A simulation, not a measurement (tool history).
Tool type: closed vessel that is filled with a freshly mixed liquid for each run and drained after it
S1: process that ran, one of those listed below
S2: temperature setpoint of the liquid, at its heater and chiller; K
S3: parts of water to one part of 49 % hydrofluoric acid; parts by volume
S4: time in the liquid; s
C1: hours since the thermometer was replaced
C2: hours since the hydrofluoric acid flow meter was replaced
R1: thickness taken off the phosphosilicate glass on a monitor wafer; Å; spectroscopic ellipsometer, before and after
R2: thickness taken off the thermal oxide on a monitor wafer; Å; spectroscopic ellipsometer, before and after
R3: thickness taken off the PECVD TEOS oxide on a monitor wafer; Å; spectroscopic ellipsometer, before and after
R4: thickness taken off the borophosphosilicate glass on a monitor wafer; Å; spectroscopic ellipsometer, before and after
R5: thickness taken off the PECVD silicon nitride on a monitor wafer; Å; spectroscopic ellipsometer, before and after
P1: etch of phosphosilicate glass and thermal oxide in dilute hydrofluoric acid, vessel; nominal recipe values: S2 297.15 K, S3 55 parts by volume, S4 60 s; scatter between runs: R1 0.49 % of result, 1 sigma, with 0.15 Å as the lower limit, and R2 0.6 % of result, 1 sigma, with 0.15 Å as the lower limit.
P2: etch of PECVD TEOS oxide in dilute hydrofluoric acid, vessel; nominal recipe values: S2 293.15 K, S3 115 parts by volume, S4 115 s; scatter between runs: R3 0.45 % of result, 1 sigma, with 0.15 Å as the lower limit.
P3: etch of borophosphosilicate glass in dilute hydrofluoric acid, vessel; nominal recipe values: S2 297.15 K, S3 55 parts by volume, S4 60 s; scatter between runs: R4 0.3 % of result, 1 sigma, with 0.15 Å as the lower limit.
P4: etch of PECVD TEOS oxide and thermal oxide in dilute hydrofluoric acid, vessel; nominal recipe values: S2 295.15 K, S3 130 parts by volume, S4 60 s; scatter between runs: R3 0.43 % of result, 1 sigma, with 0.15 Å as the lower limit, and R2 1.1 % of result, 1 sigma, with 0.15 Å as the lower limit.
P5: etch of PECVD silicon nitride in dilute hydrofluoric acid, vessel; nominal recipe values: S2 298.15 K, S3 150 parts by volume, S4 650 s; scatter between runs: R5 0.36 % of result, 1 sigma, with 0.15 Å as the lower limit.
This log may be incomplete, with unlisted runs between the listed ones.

run	day	S1	S2	S3	S4	C1	C2	R1	R2	R3	R4	R5
1	0.183	P1	297.15	55	60	823.9	591.3	678.35	53.990			
2	0.467	P1	290.15	55	60	830.7	598.1	507.17	40.518			
3	0.646	P1	302.15	95	60	835.0	602.4	457.76	35.914			
4	0.962	P2	293.15	50	115	842.6	610.0			268.520		
5	1.338	P1	301.65	75	60	851.6	619.0	585.06	45.865			
6	1.571	P3	297.15	20	60	857.2	624.6				1773.00	
# day 1.683: thermometer replaced
7	1.792	P4	295.15	130	30	2.6	629.9		10.053	36.406		
8	1.992	P1	302.65	55	30	7.4	634.7	425.60	33.518			
9	2.317	P5	298.15	150	650	15.2	642.5					77.173
10	2.696	P1	303.15	55	60	24.3	651.6	869.11	68.460			
11	2.888	P4	290.65	130	60	28.9	656.2		17.056	61.255		
12	3.183	P1	297.15	20	60	36.0	663.3	1961.10	155.290			
13	3.562	P3	297.15	55	60	45.1	672.4				617.88	
14	3.808	P2	293.15	115	115	51.0	678.3			108.820		
15	4.092	P2	290.15	115	115	57.8	685.1			95.310		
16	4.262	P1	297.15	55	60	61.9	689.2	676.56	54.019			
17	4.538	P5	298.15	150	650	68.5	695.8					76.971
18	4.833	P3	305.65	55	60	75.6	702.9				867.09	
19	5.133	P2	293.15	115	230	82.8	710.1			215.000		
20	5.429	P4	295.15	35	60	89.9	717.2		84.461	305.070		
21	5.675	P1	297.15	55	60	95.8	723.1	683.55	54.253			
22	5.921	P5	298.15	70	650	101.7	729.0					164.240
23	6.138	P5	290.65	150	650	106.9	734.2					47.004
24	6.492	P3	297.15	55	60	115.4	742.7				619.65	
25	6.838	P4	295.15	130	60	123.7	751.0		20.499	72.821		
26	7.129	P1	297.15	90	60	130.7	758.0	397.46	31.335			
27	7.433	P3	297.15	55	30	138.0	765.3				310.19	
28	7.612	P2	293.15	115	115	142.3	769.6			108.070		
# day 7.808: hydrofluoric acid flow meter replaced
29	7.842	P1	297.15	55	110	147.8	0.9	1254.70	99.812			
30	8.029	P5	298.15	150	350	152.3	5.4					41.371
31	8.350	P1	297.15	55	30	160.0	13.1	341.47	27.116			
32	8.675	P1	297.15	55	60	167.8	20.9	684.71	54.081			
33	9.058	P1	297.15	55	60	177.0	30.1	683.20	53.968			
34	9.362	P1	297.15	55	60	184.3	37.4	663.04	52.053			
35	9.575	P1	297.15	55	60	189.4	42.5	651.01	51.373			
36	9.846	P1	297.15	55	60	195.9	49.0	642.33	50.381			
37	10.038	P1	297.15	55	60	200.5	53.6	627.33	50.458			
38	10.367	P1	297.15	55	60	208.4	61.5	627.43	49.148			
39	10.700	P1	297.15	55	60	216.4	69.5	628.36	49.870			
40	11.050	P1	297.15	55	60	224.8	77.9	625.94	49.679			
41	11.258	P1	297.15	55	60	229.8	82.9	623.01	49.670			
42	11.588	P1	297.15	55	60	237.7	90.8	625.00	49.322			

Something has made what P1 gives creep away from where it was; the 2 causes below, each at its own stated size, fit the log equally well:
A: hydrofluoric acid flow below the setpoint (%) = 7.85
B: liquid colder than its thermometer reads (K) = 2.13
At approximately day 9.058, the process output began to creep.

Each of the 4 check runs below uses one wafer; its results are left as question marks. Which run tells the causes apart?
check 1	11.917	P4	295.15	40	60				?	?		
check 2	11.917	P2	293.15	60	225					?		
check 3	11.917	P3	297.15	20	60						?	
check 4	11.917	P5	291.15	85	650							?

What each check would give under each cause:
check	result	if A	if B
check 1	R2	67.696	67.404
check 1	R3	243.030	241.990
check 2	R3	394.400	393.280
check 3	R4	1636.40	1625.40
check 4	R5	77.833	72.567
Distance between the nearest two causes, measured in the result of the check that separates them most: check 1 0.43 %; check 2 0.28 %; check 3 0.67 %; check 4 7.01 %
The causes can be told apart only by check 4. The other checks would give nearly the same results under each of them.

Running check 4 produced the following: R5 77.811 Å. Which one of the listed causes fits?

Of the candidate causes, it is A: hydrofluoric acid flow below the setpoint (%).

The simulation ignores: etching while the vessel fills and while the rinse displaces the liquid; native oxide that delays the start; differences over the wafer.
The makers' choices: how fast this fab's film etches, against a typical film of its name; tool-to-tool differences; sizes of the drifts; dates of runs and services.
